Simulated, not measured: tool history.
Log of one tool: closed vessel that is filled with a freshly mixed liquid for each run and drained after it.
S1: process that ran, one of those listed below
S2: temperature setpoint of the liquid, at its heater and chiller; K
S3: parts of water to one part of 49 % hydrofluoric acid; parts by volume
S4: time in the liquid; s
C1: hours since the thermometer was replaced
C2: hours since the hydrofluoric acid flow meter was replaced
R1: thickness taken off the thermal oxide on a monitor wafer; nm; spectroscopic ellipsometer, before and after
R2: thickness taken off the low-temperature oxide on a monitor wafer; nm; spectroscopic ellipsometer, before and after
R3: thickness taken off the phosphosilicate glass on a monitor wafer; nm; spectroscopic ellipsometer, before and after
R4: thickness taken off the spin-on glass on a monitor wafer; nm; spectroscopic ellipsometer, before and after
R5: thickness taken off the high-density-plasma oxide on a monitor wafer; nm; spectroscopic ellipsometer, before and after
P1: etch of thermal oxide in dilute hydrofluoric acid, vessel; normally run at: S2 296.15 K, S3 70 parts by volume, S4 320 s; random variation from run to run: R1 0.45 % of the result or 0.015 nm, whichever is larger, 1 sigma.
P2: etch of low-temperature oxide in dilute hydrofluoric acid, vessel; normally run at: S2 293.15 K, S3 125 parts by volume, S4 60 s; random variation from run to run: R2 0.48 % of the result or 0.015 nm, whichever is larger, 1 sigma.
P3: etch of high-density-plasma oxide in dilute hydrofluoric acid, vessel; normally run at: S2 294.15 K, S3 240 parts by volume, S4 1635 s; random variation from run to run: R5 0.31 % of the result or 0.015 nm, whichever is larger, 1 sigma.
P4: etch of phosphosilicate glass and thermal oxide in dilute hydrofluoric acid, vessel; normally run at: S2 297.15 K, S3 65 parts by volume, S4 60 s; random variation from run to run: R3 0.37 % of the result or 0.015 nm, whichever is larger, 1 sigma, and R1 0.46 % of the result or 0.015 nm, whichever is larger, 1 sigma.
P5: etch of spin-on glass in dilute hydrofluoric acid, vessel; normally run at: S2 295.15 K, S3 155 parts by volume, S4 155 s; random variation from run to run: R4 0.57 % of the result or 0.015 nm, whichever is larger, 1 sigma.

run   hour  S1      S2   S3    S4     C1     C2      R1      R2      R3      R4      R5
  1    9.7  P1  296.15   70   320  249.9  286.6  22.626
  2   16.4  P1  296.15   70   590  256.6  293.3  41.805
  3   23.9  P1  296.15   70   320  264.1  300.8  22.687
  4     30  P2  293.15   55    60  270.2  306.9          22.773
  5   37.6  P4  301.65   65    60  277.8  314.5  5.4639          229.61
  6   43.8  P1  296.15   25   320    284  320.7  67.399
  7   51.6  P2  293.15  125    60  291.8  328.5          9.2068
  8   61.5  P1  296.15   70   320  301.7  338.4   22.43
  9   67.9  P1  296.15   70   320  308.1  344.8  22.598
 10     75  P5  295.15  155   155  315.2  351.9                          25.881
 11   84.5  P4  297.15   65    30  324.7  361.4  2.3149          96.532
 12   90.2  P3  294.15  240  1635  330.4  367.1                                  34.872
 13   95.7  P2  293.15  125    95  335.9  372.6          14.665
 14  102.4  P4  297.15   65    60  342.6  379.3   4.596          192.01
     102.9  -- hydrofluoric acid flow meter replaced
 15    111  P1  290.15   70   320  351.2    8.1  17.537
 16  116.9  P2  290.15  125    60  357.1     14          8.2206
 17  124.1  P1  296.15   95   320  364.3   21.2  16.195
 18  133.2  P5  295.15   85   155  373.4   30.3                          51.058
 19  140.2  P3  294.15  440  1635  380.4   37.3                                  15.992
 20  146.9  P3  290.15  240  1635  387.1     44                                  30.144
 21  151.5  P4  297.15   30    60  391.7   48.6  10.371          436.66
 22  158.3  P1  302.65   70    90  398.5   55.4  8.1715
 23  166.5  P1  299.65  110   320  406.7   63.6  15.625
 24  172.5  P1  296.15   70   320  412.7   69.6  22.594
 25  180.4  P4  297.15   65    60  420.6   77.5  4.5484          192.14
 26    189  P1  290.15   95   320  429.2   86.1  12.723
 27  193.6  P3  294.15  240  3110  433.8   90.7                                  66.745
 28  200.2  P5  290.15  155   155  440.4   97.3                          21.422
 29  208.6  P5  295.15  155   260  448.8  105.7                          43.749
 30  214.4  P1  300.15   70   320  454.6  111.5  26.554
 31    223  P1  296.15   70    40  463.2  120.1  2.8562
 32  227.5  P1  296.15   70   320  467.7  124.6   22.56
 33  236.6  P1  296.15   70   320  476.8  133.7  23.167
 34  245.5  P1  296.15   70   320  485.7  142.6  23.773
 35    251  P1  296.15   70   320  491.2  148.1  24.042
 36  260.1  P1  296.15   70   320  500.3  157.2  24.334
 37  266.8  P1  296.15   70   320    507  163.9  24.368
 38  275.7  P1  296.15   70   320  515.9  172.8  24.613
 39  283.9  P1  296.15   70   320  524.1    181  24.527
 40  291.2  P1  296.15   70   320  531.4  188.3  24.446
 41  298.9  P1  296.15   70   320  539.1    196  24.561
 42  305.8  P1  296.15   70   320    546  202.9  24.827
 43  315.5  P1  296.15   70   320  555.7  212.6  24.549

What P1 gives has crept away from where it was. These 2 causes fit the log equally well, each at the size given:
A: hydrofluoric acid flow above the setpoint (%) = 8.08
B: liquid hotter than its thermometer reads (K) = 2.09
The creep began at about hour 227.5.

4 check runs are offered, one wafer each, their results left as question marks. Which one tells the causes apart?
check 1  325.2  P3  294.15  385  2215                           ?
check 2  325.2  P2  290.15   55    60               ?
check 3  325.2  P4  297.15   30    30           ?       ?
check 4  325.2  P5  290.15  155   235                       ?

What each check would give under each cause:
  check  result    if A    if B
check 1      R5   28.76   27.87
check 2      R2  21.688  21.854
check 3      R1  5.6378  5.6726
check 3      R3  236.18  237.64
check 4      R4  35.448  35.292
How far apart the two closest causes lie, in the result that separates them most: check 1 3.14 %; check 2 0.76 %; check 3 0.62 %; check 4 0.44 %
Check 1 tells the causes apart: in the others they would give nearly the same result.

Then check 1 was run and gave: R5 28.057 nm. Which cause is it?

It is B: liquid hotter than its thermometer reads (K).
